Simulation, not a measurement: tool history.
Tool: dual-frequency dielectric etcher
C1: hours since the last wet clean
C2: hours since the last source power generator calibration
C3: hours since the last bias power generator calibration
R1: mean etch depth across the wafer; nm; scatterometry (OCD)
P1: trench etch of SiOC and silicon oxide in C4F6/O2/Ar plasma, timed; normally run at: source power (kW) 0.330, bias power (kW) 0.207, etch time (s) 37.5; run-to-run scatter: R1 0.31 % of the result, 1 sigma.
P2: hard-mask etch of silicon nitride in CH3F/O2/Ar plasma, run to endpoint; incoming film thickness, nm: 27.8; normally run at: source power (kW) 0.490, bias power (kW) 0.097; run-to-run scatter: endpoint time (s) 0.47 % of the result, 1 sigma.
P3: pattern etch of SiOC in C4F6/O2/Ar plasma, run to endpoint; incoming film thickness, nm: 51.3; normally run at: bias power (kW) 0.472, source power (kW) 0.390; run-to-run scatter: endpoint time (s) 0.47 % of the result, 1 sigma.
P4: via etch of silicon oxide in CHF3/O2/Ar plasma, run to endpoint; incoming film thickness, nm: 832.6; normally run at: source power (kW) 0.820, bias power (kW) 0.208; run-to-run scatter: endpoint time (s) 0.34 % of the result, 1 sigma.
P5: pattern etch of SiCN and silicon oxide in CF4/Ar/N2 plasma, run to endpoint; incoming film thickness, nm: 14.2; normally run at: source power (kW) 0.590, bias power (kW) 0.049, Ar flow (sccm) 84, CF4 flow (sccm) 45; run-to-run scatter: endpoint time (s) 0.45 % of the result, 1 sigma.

Run 1, hour 7.9: process that ran P1, source power (kW) 0.330, bias power (kW) 0.207, etch time (s) 37.5; C1 104.9; C2 727.4; C3 1165.3. Result: R1 71.288 nm.
Run 2, hour 19.0: process that ran P5, source power (kW) 0.590, bias power (kW) 0.067, Ar flow (sccm) 84, CF4 flow (sccm) 45; C1 116.0; C2 738.5; C3 1176.4. Result: endpoint time (s) 13.590.
Run 3, hour 30.3: process that ran P3, source power (kW) 0.550, bias power (kW) 0.472; C1 127.3; C2 749.8; C3 1187.7. Result: endpoint time (s) 15.241.
Run 4, hour 40.3: process that ran P3, source power (kW) 0.390, bias power (kW) 0.472; C1 137.3; C2 759.8; C3 1197.7. Result: endpoint time (s) 17.555.
At hour 45.7: wet clean of the chamber.
Run 5, hour 52.0: process that ran P1, source power (kW) 0.330, bias power (kW) 0.121, etch time (s) 37.5; C1 6.4; C2 771.5; C3 1209.4. Result: R1 60.366 nm.
Run 6, hour 60.0: process that ran P1, source power (kW) 0.330, bias power (kW) 0.207, etch time (s) 37.5; C1 14.4; C2 779.5; C3 1217.4. Result: R1 71.078 nm.
Run 7, hour 68.9: process that ran P1, source power (kW) 0.330, bias power (kW) 0.207, etch time (s) 37.5; C1 23.3; C2 788.4; C3 1226.3. Result: R1 71.184 nm.
Run 8, hour 82.2: process that ran P5, source power (kW) 0.590, bias power (kW) 0.049, Ar flow (sccm) 84, CF4 flow (sccm) 45; C1 36.6; C2 801.7; C3 1239.6. Result: endpoint time (s) 15.050.
Run 9, hour 94.9: process that ran P1, source power (kW) 0.330, bias power (kW) 0.207, etch time (s) 37.5; C1 49.3; C2 814.4; C3 1252.3. Result: R1 71.347 nm.
Run 10, hour 107.0: process that ran P2, source power (kW) 0.490, bias power (kW) 0.097; C1 61.4; C2 826.5; C3 1264.4. Result: endpoint time (s) 33.526.
Run 11, hour 115.1: process that ran P1, source power (kW) 0.330, bias power (kW) 0.207, etch time (s) 37.5; C1 69.5; C2 834.6; C3 1272.5. Result: R1 71.270 nm.
Run 12, hour 126.9: process that ran P1, source power (kW) 0.330, bias power (kW) 0.207, etch time (s) 55.5; C1 81.3; C2 846.4; C3 1284.3. Result: R1 105.330 nm.
Run 13, hour 138.4: process that ran P2, source power (kW) 0.300, bias power (kW) 0.097; C1 92.8; C2 857.9; C3 1295.8. Result: endpoint time (s) 40.147.
At hour 139.9: bias power generator calibrated.
Run 14, hour 149.0: process that ran P1, source power (kW) 0.430, bias power (kW) 0.207, etch time (s) 37.5; C1 103.4; C2 868.5; C3 9.1. Result: R1 78.702 nm.
Run 15, hour 160.3: process that ran P1, source power (kW) 0.250, bias power (kW) 0.253, etch time (s) 37.5; C1 114.7; C2 879.8; C3 20.4. Result: R1 68.617 nm.
Run 16, hour 166.9: process that ran P3, source power (kW) 0.390, bias power (kW) 0.472; C1 121.3; C2 886.4; C3 27.0. Result: endpoint time (s) 17.469.
Run 17, hour 174.6: process that ran P4, source power (kW) 0.820, bias power (kW) 0.293; C1 129.0; C2 894.1; C3 34.7. Result: endpoint time (s) 322.400.
Run 18, hour 182.2: process that ran P3, source power (kW) 0.390, bias power (kW) 0.652; C1 136.6; C2 901.7; C3 42.3. Result: endpoint time (s) 15.505.
Run 19, hour 193.8: process that ran P1, source power (kW) 0.330, bias power (kW) 0.207, etch time (s) 26.0; C1 148.2; C2 913.3; C3 53.9. Result: R1 49.293 nm.
Run 20, hour 203.9: process that ran P2, source power (kW) 0.490, bias power (kW) 0.057; C1 158.3; C2 923.4; C3 64.0. Result: endpoint time (s) 40.129.
Run 21, hour 217.4: process that ran P5, source power (kW) 0.590, bias power (kW) 0.049, Ar flow (sccm) 110, CF4 flow (sccm) 45; C1 171.8; C2 936.9; C3 77.5. Result: endpoint time (s) 15.924.

Forecast run 22:
Run 22, hour 227.0: process that ran P5, source power (kW) 0.590, bias power (kW) 0.049, Ar flow (sccm) 84, CF4 flow (sccm) 27; C1 181.4; C2 946.5; C3 87.1. Result: endpoint time (s) ?.

Run 22 gave endpoint time (s) 16.632.
